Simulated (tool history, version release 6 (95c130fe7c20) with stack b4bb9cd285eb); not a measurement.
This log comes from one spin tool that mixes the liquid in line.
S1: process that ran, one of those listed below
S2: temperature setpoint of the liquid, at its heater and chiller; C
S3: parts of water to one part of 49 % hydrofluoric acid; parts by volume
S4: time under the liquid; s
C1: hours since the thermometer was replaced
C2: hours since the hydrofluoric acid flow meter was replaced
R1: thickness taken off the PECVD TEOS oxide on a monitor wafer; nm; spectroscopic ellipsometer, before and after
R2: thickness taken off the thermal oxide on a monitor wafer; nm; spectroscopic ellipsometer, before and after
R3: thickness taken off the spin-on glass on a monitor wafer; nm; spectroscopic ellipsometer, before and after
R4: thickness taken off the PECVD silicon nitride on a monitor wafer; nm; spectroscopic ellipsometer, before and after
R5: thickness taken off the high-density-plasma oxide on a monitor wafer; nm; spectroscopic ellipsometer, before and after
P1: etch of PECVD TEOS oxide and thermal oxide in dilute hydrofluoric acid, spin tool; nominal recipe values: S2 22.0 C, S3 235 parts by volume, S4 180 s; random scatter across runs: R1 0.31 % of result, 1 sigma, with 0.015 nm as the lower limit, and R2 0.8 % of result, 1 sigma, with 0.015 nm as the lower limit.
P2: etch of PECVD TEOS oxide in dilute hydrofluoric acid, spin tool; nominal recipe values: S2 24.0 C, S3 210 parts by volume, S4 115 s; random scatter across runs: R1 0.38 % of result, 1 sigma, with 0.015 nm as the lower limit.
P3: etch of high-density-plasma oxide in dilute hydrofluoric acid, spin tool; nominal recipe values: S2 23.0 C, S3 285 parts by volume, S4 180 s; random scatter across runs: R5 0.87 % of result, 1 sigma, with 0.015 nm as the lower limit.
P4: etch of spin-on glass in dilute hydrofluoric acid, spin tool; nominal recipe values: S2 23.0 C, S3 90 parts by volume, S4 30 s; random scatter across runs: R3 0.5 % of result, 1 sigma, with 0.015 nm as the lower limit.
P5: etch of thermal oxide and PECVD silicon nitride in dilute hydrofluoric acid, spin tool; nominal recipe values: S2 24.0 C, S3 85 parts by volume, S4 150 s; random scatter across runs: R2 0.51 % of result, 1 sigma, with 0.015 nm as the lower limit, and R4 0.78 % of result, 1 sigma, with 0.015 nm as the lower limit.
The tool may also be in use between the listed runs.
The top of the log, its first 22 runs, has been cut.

run 23 hour=303.4 | S1=P5 S2=17.0 S3=85 S4=150 | C1=74.3 C2=589.8 | R2=6.4251 R4=2.1650
run 24 hour=319.0 | S1=P4 S2=23.0 S3=150 S4=30 | C1=89.9 C2=605.4 | R3=5.9736
run 25 hour=333.7 | S1=P2 S2=24.0 S3=210 S4=115 | C1=104.6 C2=620.1 | R1=11.4960
run 26 hour=344.1 | S1=P1 S2=22.0 S3=235 S4=180 | C1=115.0 C2=630.5 | R1=8.3345 R2=3.0477
run 27 hour=353.5 | S1=P2 S2=24.0 S3=210 S4=15 | C1=124.4 C2=639.9 | R1=1.5086
run 28 hour=367.5 | S1=P1 S2=22.0 S3=235 S4=180 | C1=138.4 C2=653.9 | R1=8.3343 R2=3.0540
run 29 hour=384.6 | S1=P1 S2=22.0 S3=235 S4=180 | C1=155.5 C2=671.0 | R1=8.3709 R2=3.0635
run 30 hour=399.0 | S1=P1 S2=22.0 S3=235 S4=180 | C1=169.9 C2=685.4 | R1=8.2977 R2=3.0262
run 31 hour=411.4 | S1=P1 S2=22.0 S3=235 S4=180 | C1=182.3 C2=697.8 | R1=8.3970 R2=3.0347
run 32 hour=425.5 | S1=P5 S2=24.0 S3=120 S4=150 | C1=196.4 C2=711.9 | R2=5.8555 R4=2.5105
run 33 hour=441.9 | S1=P3 S2=23.0 S3=95 S4=180 | C1=212.8 C2=728.3 | R5=9.1920

Estimate the outcome of run 34 from the log above:
run 34 hour=454.4 | S1=P1 S2=22.0 S3=235 S4=180 | C1=225.3 C2=740.8 | R1=? R2=?

R1: 8.3746 nm
R2: 3.0250 nm
